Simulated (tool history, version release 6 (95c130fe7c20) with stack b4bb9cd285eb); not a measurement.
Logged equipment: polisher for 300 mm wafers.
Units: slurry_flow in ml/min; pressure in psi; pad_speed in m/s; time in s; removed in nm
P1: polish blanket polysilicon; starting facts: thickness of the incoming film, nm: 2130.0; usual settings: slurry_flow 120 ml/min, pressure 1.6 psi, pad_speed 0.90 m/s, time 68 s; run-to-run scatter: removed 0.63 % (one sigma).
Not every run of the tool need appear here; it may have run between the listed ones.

{"run": 1, "hour": 6.1, "slurry_flow": 120, "pressure": 1.6, "pad_speed": 0.9, "time": 68, "removed": 235.31}
{"run": 2, "hour": 11.6, "slurry_flow": 120, "pressure": 1.6, "pad_speed": 1.42, "time": 68, "removed": 370.53}
{"run": 3, "hour": 17.5, "slurry_flow": 165, "pressure": 1.6, "pad_speed": 0.9, "time": 68, "removed": 252.03}
{"run": 4, "hour": 23.6, "slurry_flow": 120, "pressure": 2.0, "pad_speed": 0.9, "time": 95, "removed": 415.63}
{"run": 5, "hour": 30.7, "slurry_flow": 70, "pressure": 1.6, "pad_speed": 0.9, "time": 68, "removed": 205.08}
{"run": 6, "hour": 35.6, "slurry_flow": 120, "pressure": 1.6, "pad_speed": 0.9, "time": 68, "removed": 234.4}
{"run": 7, "hour": 39.9, "slurry_flow": 120, "pressure": 2.3, "pad_speed": 0.9, "time": 68, "removed": 343.8}
{"run": 8, "hour": 45.0, "slurry_flow": 120, "pressure": 1.6, "pad_speed": 0.9, "time": 68, "removed": 234.62}
{"run": 9, "hour": 51.0, "slurry_flow": 120, "pressure": 0.7, "pad_speed": 0.9, "time": 68, "removed": 103.6}
{"run": 10, "hour": 56.7, "slurry_flow": 120, "pressure": 1.6, "pad_speed": 0.9, "time": 68, "removed": 233.55}
{"run": 11, "hour": 62.5, "slurry_flow": 120, "pressure": 1.6, "pad_speed": 0.9, "time": 32, "removed": 111.05}
{"run": 12, "hour": 68.7, "slurry_flow": 120, "pressure": 1.6, "pad_speed": 0.9, "time": 106, "removed": 375.15}
{"run": 13, "hour": 73.6, "slurry_flow": 120, "pressure": 1.6, "pad_speed": 0.4, "time": 68, "removed": 105.88}
{"run": 14, "hour": 80.8, "slurry_flow": 120, "pressure": 1.6, "pad_speed": 0.9, "time": 68, "removed": 236.87}
{"run": 15, "hour": 85.2, "slurry_flow": 120, "pressure": 1.6, "pad_speed": 0.9, "time": 68, "removed": 231.86}
{"run": 16, "hour": 93.9, "slurry_flow": 120, "pressure": 1.6, "pad_speed": 0.9, "time": 68, "removed": 225.35}
{"run": 17, "hour": 98.1, "slurry_flow": 120, "pressure": 1.6, "pad_speed": 0.9, "time": 68, "removed": 225.87}
{"hour": 100.2, "done": "head pressure recalibrated"}
{"run": 18, "hour": 104.1, "slurry_flow": 120, "pressure": 1.6, "pad_speed": 0.9, "time": 68, "removed": 222.65}
{"run": 19, "hour": 112.2, "slurry_flow": 120, "pressure": 1.6, "pad_speed": 0.9, "time": 68, "removed": 221.25}
{"run": 20, "hour": 120.8, "slurry_flow": 120, "pressure": 1.6, "pad_speed": 0.9, "time": 68, "removed": 219.49}

P1 no longer gives what it gave before; its output has crept away from where it was. The following 2 causes, each at its listed size, fit the log equally well:
A: slurry flow missing at the pad, % = 25.2
B: removal rate lost through wear of the pad, % = 6.8
The gradual shift began around hour 80.8.
All other causes, with the reason each is excluded:
head's pressure below its setpoint, %: work on it at hour 100.2, done after the drift set in, did not restore what the process gave before

Consider the 4 check runs below, whose results appear as question marks and each of which averages 2 wafers. Which one distinguishes the causes, in that each cause would give it a clearly different result?
{"run": "check 1", "hour": 129.4, "slurry_flow": 120, "pressure": 1.6, "pad_speed": 0.68, "time": 68, "removed": "?"}
{"run": "check 2", "hour": 129.4, "slurry_flow": 70, "pressure": 1.6, "pad_speed": 0.9, "time": 35, "removed": "?"}
{"run": "check 3", "hour": 129.4, "slurry_flow": 120, "pressure": 1.0, "pad_speed": 0.9, "time": 106, "removed": "?"}
{"run": "check 4", "hour": 129.4, "slurry_flow": 120, "pressure": 0.8, "pad_speed": 0.9, "time": 47, "removed": "?"}

What every check run would give for each of its results, assuming each possible cause in turn:
check=check_1 result=removed if_A=166.950 if_B=166.970
check=check_2 result=removed if_A=94.296 if_B=98.218
check=check_3 result=removed if_A=215.280 if_B=215.300
check=check_4 result=removed if_A=76.363 if_B=76.371
How far apart the two closest causes lie, in the result that separates them most: check 1 0.01 %; check 2 4.07 %; check 3 0.01 %; check 4 0.01 %
Of the check runs offered, only check 2 discriminates between the causes; the rest would read about the same regardless of which cause applies.

The results of check 2 are: removed 94.432 nm. Based on these, which of the listed causes is it?

It was cause A: slurry flow missing at the pad, %.
